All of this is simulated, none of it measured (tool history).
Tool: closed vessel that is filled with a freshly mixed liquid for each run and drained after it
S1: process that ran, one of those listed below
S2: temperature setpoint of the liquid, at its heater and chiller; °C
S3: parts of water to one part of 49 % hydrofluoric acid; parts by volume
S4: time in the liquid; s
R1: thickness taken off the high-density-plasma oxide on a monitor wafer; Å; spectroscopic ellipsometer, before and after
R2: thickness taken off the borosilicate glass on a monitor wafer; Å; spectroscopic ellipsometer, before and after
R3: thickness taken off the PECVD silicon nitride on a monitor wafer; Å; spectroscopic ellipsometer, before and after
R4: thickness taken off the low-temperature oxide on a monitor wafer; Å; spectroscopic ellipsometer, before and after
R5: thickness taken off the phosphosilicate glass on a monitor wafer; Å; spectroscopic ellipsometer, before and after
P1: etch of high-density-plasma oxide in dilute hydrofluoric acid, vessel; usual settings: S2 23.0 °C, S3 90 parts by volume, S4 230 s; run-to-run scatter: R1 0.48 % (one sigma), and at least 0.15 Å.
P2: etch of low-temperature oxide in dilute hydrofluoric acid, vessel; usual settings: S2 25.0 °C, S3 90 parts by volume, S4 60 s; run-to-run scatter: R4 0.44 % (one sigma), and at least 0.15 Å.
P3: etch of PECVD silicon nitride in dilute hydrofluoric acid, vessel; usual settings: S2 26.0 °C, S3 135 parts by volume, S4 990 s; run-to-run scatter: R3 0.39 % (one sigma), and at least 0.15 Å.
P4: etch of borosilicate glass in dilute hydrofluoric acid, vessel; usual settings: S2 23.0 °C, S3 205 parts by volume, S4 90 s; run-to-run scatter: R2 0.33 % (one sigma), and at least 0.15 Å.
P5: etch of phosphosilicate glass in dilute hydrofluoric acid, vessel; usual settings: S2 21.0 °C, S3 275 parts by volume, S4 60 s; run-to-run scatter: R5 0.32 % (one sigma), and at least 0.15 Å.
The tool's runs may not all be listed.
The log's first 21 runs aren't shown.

run 22 day=6.604 | S1=P3 S2=26.0 S3=135 S4=990 | R3=145.050
run 23 day=6.883 | S1=P4 S2=27.0 S3=205 S4=90 | R2=151.900
run 24 day=7.233 | S1=P5 S2=29.0 S3=275 S4=60 | R5=148.220
run 25 day=7.488 | S1=P1 S2=23.0 S3=90 S4=230 | R1=257.95
run 26 day=7.667 | S1=P5 S2=21.0 S3=275 S4=60 | R5=112.210
run 27 day=8.033 | S1=P4 S2=23.0 S3=205 S4=50 | R2=72.291
run 28 day=8.388 | S1=P1 S2=23.0 S3=90 S4=390 | R1=440.28
run 29 day=8.675 | S1=P2 S2=25.0 S3=30 S4=60 | R4=546.19
-- day=8.771 hydrofluoric acid flow meter replaced
run 30 day=8.938 | S1=P5 S2=21.0 S3=275 S4=60 | R5=113.120
run 31 day=9.267 | S1=P1 S2=23.0 S3=90 S4=115 | R1=130.80
run 32 day=9.546 | S1=P1 S2=23.0 S3=90 S4=230 | R1=259.27
run 33 day=9.771 | S1=P1 S2=23.0 S3=90 S4=230 | R1=261.13
run 34 day=10.062 | S1=P1 S2=23.0 S3=90 S4=230 | R1=271.48
run 35 day=10.433 | S1=P1 S2=23.0 S3=90 S4=230 | R1=277.87
run 36 day=10.642 | S1=P1 S2=23.0 S3=90 S4=230 | R1=279.90
run 37 day=10.938 | S1=P1 S2=23.0 S3=90 S4=230 | R1=284.25
run 38 day=11.158 | S1=P1 S2=23.0 S3=90 S4=230 | R1=283.73

Forecast run 39:
run 39 day=11.429 | S1=P1 S2=23.0 S3=90 S4=230 | R1=?

{"run 39": {"R1": 284.52}}

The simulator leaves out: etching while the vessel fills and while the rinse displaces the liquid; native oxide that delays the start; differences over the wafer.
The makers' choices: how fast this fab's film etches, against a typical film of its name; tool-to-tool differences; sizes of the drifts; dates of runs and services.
